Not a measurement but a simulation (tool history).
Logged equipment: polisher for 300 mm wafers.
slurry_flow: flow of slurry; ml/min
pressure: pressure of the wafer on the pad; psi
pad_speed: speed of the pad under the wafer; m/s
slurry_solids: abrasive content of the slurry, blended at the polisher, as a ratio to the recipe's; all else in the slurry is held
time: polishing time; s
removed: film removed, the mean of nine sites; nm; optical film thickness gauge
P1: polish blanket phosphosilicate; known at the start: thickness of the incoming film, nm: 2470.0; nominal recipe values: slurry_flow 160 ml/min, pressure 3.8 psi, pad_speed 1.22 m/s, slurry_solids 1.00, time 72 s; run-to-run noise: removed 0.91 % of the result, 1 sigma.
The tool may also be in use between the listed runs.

run,hour,slurry_flow,pressure,pad_speed,slurry_solids,time,removed
1,8.9,160,3.8,1.22,1.00,72,862.16
2,14.5,160,3.8,1.22,0.55,72,628.50
3,20.6,160,3.8,1.22,1.00,72,857.59
4,32.0,95,3.8,1.22,1.00,72,767.27
5,42.2,160,3.8,1.22,1.00,72,869.63
6,53.0,160,3.8,1.22,1.00,72,860.88
7,65.2,160,3.8,1.72,1.00,72,1128.10
8,77.5,160,3.8,0.70,1.00,72,544.83
9,89.1,160,2.4,1.22,1.00,72,538.35
10,94.7,160,3.8,1.22,1.00,72,858.12
11,104.6,160,2.2,1.22,1.00,35,248.41
# hour 105.8: head pressure recalibrated
12,112.3,210,3.8,1.22,1.00,72,896.09
13,123.1,160,3.8,1.22,1.00,36,432.71

Run 14, settings as shown, results not yet in. Your forecast:
14,133.3,160,2.4,1.22,1.00,101,?

{"run 14": {"removed": 763.48}}
